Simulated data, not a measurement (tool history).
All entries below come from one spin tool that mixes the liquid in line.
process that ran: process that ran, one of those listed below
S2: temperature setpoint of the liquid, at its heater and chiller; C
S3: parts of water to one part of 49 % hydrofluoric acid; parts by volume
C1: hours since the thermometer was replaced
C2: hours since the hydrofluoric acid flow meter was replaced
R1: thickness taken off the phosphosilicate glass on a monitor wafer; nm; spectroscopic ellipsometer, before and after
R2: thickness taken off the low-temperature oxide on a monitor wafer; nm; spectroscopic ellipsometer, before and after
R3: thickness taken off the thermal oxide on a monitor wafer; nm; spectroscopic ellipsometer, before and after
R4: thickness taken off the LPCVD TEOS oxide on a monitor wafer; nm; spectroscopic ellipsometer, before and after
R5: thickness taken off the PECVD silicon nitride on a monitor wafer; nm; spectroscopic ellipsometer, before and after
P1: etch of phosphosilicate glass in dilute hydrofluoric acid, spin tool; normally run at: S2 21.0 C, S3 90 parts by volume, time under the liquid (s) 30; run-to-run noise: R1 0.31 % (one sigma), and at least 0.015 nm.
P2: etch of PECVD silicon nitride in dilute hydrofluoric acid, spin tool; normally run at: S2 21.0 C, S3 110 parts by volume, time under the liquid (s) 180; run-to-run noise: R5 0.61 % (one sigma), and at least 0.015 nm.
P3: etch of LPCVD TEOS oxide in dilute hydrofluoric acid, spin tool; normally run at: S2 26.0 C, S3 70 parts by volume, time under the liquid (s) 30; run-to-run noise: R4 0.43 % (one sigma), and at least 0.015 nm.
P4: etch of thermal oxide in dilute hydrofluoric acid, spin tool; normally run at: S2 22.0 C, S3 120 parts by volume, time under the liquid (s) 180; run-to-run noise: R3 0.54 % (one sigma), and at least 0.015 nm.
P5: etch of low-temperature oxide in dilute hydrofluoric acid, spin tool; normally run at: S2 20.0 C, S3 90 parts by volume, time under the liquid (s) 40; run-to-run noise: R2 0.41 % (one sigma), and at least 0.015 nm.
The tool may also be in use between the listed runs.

run 1 hour=6.7 | process_that_ran=P1 S2=21.0 S3=90 time_under_the_liquid_(s)=30 | C1=1007.9 C2=774.0 | R1=61.263
run 2 hour=10.5 | process_that_ran=P5 S2=27.5 S3=90 time_under_the_liquid_(s)=40 | C1=1011.7 C2=777.8 | R2=6.8401
run 3 hour=14.9 | process_that_ran=P4 S2=22.0 S3=120 time_under_the_liquid_(s)=180 | C1=1016.1 C2=782.2 | R3=6.25650
run 4 hour=22.0 | process_that_ran=P1 S2=21.0 S3=90 time_under_the_liquid_(s)=30 | C1=1023.2 C2=789.3 | R1=60.930
run 5 hour=29.2 | process_that_ran=P4 S2=22.0 S3=120 time_under_the_liquid_(s)=15 | C1=1030.4 C2=796.5 | R3=0.50391
run 6 hour=36.4 | process_that_ran=P1 S2=21.0 S3=90 time_under_the_liquid_(s)=30 | C1=1037.6 C2=803.7 | R1=61.003
run 7 hour=43.2 | process_that_ran=P1 S2=21.0 S3=90 time_under_the_liquid_(s)=15 | C1=1044.4 C2=810.5 | R1=30.604
run 8 hour=50.4 | process_that_ran=P1 S2=17.0 S3=90 time_under_the_liquid_(s)=30 | C1=1051.6 C2=817.7 | R1=51.717
run 9 hour=54.5 | process_that_ran=P1 S2=21.0 S3=90 time_under_the_liquid_(s)=60 | C1=1055.7 C2=821.8 | R1=121.870
run 10 hour=61.5 | process_that_ran=P1 S2=21.0 S3=90 time_under_the_liquid_(s)=30 | C1=1062.7 C2=828.8 | R1=61.031
run 11 hour=66.4 | process_that_ran=P1 S2=24.5 S3=55 time_under_the_liquid_(s)=30 | C1=1067.6 C2=833.7 | R1=120.330
run 12 hour=73.1 | process_that_ran=P1 S2=17.0 S3=25 time_under_the_liquid_(s)=30 | C1=1074.3 C2=840.4 | R1=198.310
run 13 hour=80.3 | process_that_ran=P3 S2=26.0 S3=70 time_under_the_liquid_(s)=30 | C1=1081.5 C2=847.6 | R4=26.880
run 14 hour=86.9 | process_that_ran=P4 S2=22.0 S3=120 time_under_the_liquid_(s)=180 | C1=1088.1 C2=854.2 | R3=6.27840
run 15 hour=93.1 | process_that_ran=P1 S2=21.0 S3=90 time_under_the_liquid_(s)=30 | C1=1094.3 C2=860.4 | R1=61.065
run 16 hour=98.6 | process_that_ran=P1 S2=17.0 S3=90 time_under_the_liquid_(s)=15 | C1=1099.8 C2=865.9 | R1=25.674
run 17 hour=102.6 | process_that_ran=P4 S2=28.0 S3=120 time_under_the_liquid_(s)=180 | C1=1103.8 C2=869.9 | R3=7.94070
run 18 hour=109.8 | process_that_ran=P2 S2=21.0 S3=110 time_under_the_liquid_(s)=180 | C1=1111.0 C2=877.1 | R5=3.6668
run 19 hour=114.3 | process_that_ran=P5 S2=20.0 S3=90 time_under_the_liquid_(s)=60 | C1=1115.5 C2=881.6 | R2=7.5414
run 20 hour=122.8 | process_that_ran=P2 S2=21.0 S3=110 time_under_the_liquid_(s)=355 | C1=1124.0 C2=890.1 | R5=7.2380
run 21 hour=126.8 | process_that_ran=P3 S2=19.0 S3=70 time_under_the_liquid_(s)=30 | C1=1128.0 C2=894.1 | R4=20.026
run 22 hour=133.2 | process_that_ran=P4 S2=22.0 S3=25 time_under_the_liquid_(s)=180 | C1=1134.4 C2=900.5 | R3=33.53000
run 23 hour=139.6 | process_that_ran=P3 S2=26.0 S3=20 time_under_the_liquid_(s)=30 | C1=1140.8 C2=906.9 | R4=101.230
run 24 hour=143.8 | process_that_ran=P1 S2=21.0 S3=90 time_under_the_liquid_(s)=30 | C1=1145.0 C2=911.1 | R1=60.977
run 25 hour=149.5 | process_that_ran=P1 S2=21.0 S3=30 time_under_the_liquid_(s)=30 | C1=1150.7 C2=916.8 | R1=196.790
run 26 hour=154.7 | process_that_ran=P3 S2=26.0 S3=70 time_under_the_liquid_(s)=15 | C1=1155.9 C2=922.0 | R4=13.499
-- hour=158.2 hydrofluoric acid flow meter replaced
run 27 hour=163.2 | process_that_ran=P1 S2=21.0 S3=150 time_under_the_liquid_(s)=30 | C1=1164.4 C2=5.0 | R1=34.124
run 28 hour=168.2 | process_that_ran=P2 S2=21.0 S3=110 time_under_the_liquid_(s)=180 | C1=1169.4 C2=10.0 | R5=3.6707
run 29 hour=175.4 | process_that_ran=P1 S2=27.0 S3=90 time_under_the_liquid_(s)=30 | C1=1176.6 C2=17.2 | R1=77.258
run 30 hour=179.7 | process_that_ran=P2 S2=28.5 S3=110 time_under_the_liquid_(s)=180 | C1=1180.9 C2=21.5 | R5=6.0607
run 31 hour=186.5 | process_that_ran=P5 S2=20.0 S3=160 time_under_the_liquid_(s)=40 | C1=1187.7 C2=28.3 | R2=2.6482
run 32 hour=192.7 | process_that_ran=P1 S2=21.0 S3=90 time_under_the_liquid_(s)=30 | C1=1193.9 C2=34.5 | R1=60.696
run 33 hour=200.7 | process_that_ran=P2 S2=21.0 S3=65 time_under_the_liquid_(s)=180 | C1=1201.9 C2=42.5 | R5=6.1582
run 34 hour=208.2 | process_that_ran=P5 S2=20.0 S3=90 time_under_the_liquid_(s)=40 | C1=1209.4 C2=50.0 | R2=5.0452
run 35 hour=213.3 | process_that_ran=P1 S2=21.0 S3=90 time_under_the_liquid_(s)=30 | C1=1214.5 C2=55.1 | R1=61.193
run 36 hour=219.8 | process_that_ran=P1 S2=21.0 S3=90 time_under_the_liquid_(s)=30 | C1=1221.0 C2=61.6 | R1=63.396
run 37 hour=225.9 | process_that_ran=P1 S2=21.0 S3=90 time_under_the_liquid_(s)=30 | C1=1227.1 C2=67.7 | R1=64.691
run 38 hour=234.4 | process_that_ran=P1 S2=21.0 S3=90 time_under_the_liquid_(s)=30 | C1=1235.6 C2=76.2 | R1=66.115
run 39 hour=238.7 | process_that_ran=P1 S2=21.0 S3=90 time_under_the_liquid_(s)=30 | C1=1239.9 C2=80.5 | R1=66.269
run 40 hour=242.7 | process_that_ran=P1 S2=21.0 S3=90 time_under_the_liquid_(s)=30 | C1=1243.9 C2=84.5 | R1=66.457
run 41 hour=248.1 | process_that_ran=P1 S2=21.0 S3=90 time_under_the_liquid_(s)=30 | C1=1249.3 C2=89.9 | R1=66.552
run 42 hour=252.6 | process_that_ran=P1 S2=21.0 S3=90 time_under_the_liquid_(s)=30 | C1=1253.8 C2=94.4 | R1=66.674
run 43 hour=256.9 | process_that_ran=P1 S2=21.0 S3=90 time_under_the_liquid_(s)=30 | C1=1258.1 C2=98.7 | R1=66.926
run 44 hour=262.7 | process_that_ran=P1 S2=21.0 S3=90 time_under_the_liquid_(s)=30 | C1=1263.9 C2=104.5 | R1=66.794
run 45 hour=266.8 | process_that_ran=P1 S2=21.0 S3=90 time_under_the_liquid_(s)=30 | C1=1268.0 C2=108.6 | R1=67.380

Something has made what P1 gives creep away from where it was; the 2 causes below, each at its own stated size, fit the log equally well:
A: liquid hotter than its thermometer reads (K) = 2.34
B: hydrofluoric acid flow above the setpoint (%) = 8.98
Creep in the process output first set in at about hour 213.3.

Below are 4 check runs, each on a single wafer, with their results shown as question marks. Which of them would tell the listed causes apart, meaning the causes would give clearly different results under it?
run check 1 hour=270.9 | process_that_ran=P2 S2=27.5 S3=110 time_under_the_liquid_(s)=320 | R5=?
run check 2 hour=270.9 | process_that_ran=P4 S2=22.0 S3=50 time_under_the_liquid_(s)=180 | R3=?
run check 3 hour=270.9 | process_that_ran=P3 S2=21.0 S3=70 time_under_the_liquid_(s)=30 | R4=?
run check 4 hour=270.9 | process_that_ran=P5 S2=25.0 S3=140 time_under_the_liquid_(s)=40 | R2=?

Check results expected under each cause:
check=check_1 result=R5 if_A=11.6410 if_B=10.9420
check=check_2 result=R3 if_A=18.00200 if_B=17.89900
check=check_3 result=R4 if_A=24.187 if_B=24.107
check=check_4 result=R2 if_A=4.0627 if_B=4.1104
Smallest distance between any two causes, each pair judged by its most separating result, in per cent: check 1 6.19 %; check 2 0.57 %; check 3 0.33 %; check 4 1.17 %
Only in check 1 would the causes give clearly different results; in the remaining checks their results would be nearly the same.

Check 1 was then run and gave: R5 11.5490 nm. Which cause is it?

The cause is A: liquid hotter than its thermometer reads (K).

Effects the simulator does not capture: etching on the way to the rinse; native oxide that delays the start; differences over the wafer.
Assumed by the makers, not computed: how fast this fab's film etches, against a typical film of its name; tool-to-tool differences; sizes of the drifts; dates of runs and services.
